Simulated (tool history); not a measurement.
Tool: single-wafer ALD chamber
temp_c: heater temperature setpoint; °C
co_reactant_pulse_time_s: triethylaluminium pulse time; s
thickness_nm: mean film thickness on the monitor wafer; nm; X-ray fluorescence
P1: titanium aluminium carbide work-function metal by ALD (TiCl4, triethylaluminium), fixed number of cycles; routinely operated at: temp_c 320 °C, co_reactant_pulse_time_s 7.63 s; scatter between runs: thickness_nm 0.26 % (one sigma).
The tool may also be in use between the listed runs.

run   hour  temp_c  co_reactant_pulse_time_s  thickness_nm
  1   14.2     320                      7.63        2.0784
  2   27.4     320                      7.63        2.0794
  3   42.1     320                      7.63        2.0796
  4   56.6     320                      7.63        2.0768
  5   63.6     296                     10.64        1.9698
  6   75.7     320                      2.68        1.3464
  7   84.4     345                      7.63          2.29
  8   97.9     335                      3.15        1.5721
  9  106.9     342                      3.51         1.703
 10  119.6     320                      7.63        2.0732
 11  134.3     320                      7.63        2.0743
 12    146     320                      9.85        2.1642
 13  160.5     320                      7.63        2.0765
 14  171.7     304                      7.63        1.9405
 15  183.6     320                      7.63        2.0705
 16  191.2     320                      7.63        2.0638
 17  200.6     320                      7.63        2.0552
 18  213.1     320                      7.63        2.0617
 19  219.7     320                      7.63        2.0504
 20  233.4     320                      7.63        2.0574
 21    240     320                      7.63        2.0505
 22  251.1     320                      7.63        2.0516
 23    266     320                      7.63        2.0405
 24  280.2     320                      7.63         2.049
 25  294.2     320                      7.63        2.0438
 26  308.9     320                      7.63        2.0404

Something has made what P1 gives creep away from where it was; the 2 causes below, each at its own stated size, fit the log equally well:
A: triethylaluminium dose below that of a fresh bottle (%) = 6.52
B: wafer temperature below the value expected at the setpoint (K) = 3.58
The gradual shift began around hour 183.6.

Question marks stand in for the results of the 4 check runs listed below, each run on one wafer. Under which run would the listed causes show clearly different results?
check 1  323.6     343                      7.63             ?
check 2  323.6     329                      3.24             ?
check 3  323.6     331                      9.36             ?
check 4  323.6     341                      7.63             ?

What each check would give under each cause:
  check        result    if A    if B
check 1  thickness_nm  2.2387  2.2412
check 2  thickness_nm  1.5033  1.5387
check 3  thickness_nm  2.2235  2.2138
check 4  thickness_nm  2.2219  2.2241
Minimum pairwise separation of causes per check, each pair taken at its best-separating result: check 1 0.11 %; check 2 2.33 %; check 3 0.44 %; check 4 0.1 %
Check 2 distinguishes between the causes, while the remaining checks would return nearly the same result for all of them.

Then check 2 was run and gave: thickness_nm 1.5394 nm. Which cause is it?

B is the cause: wafer temperature below the value expected at the setpoint (K).
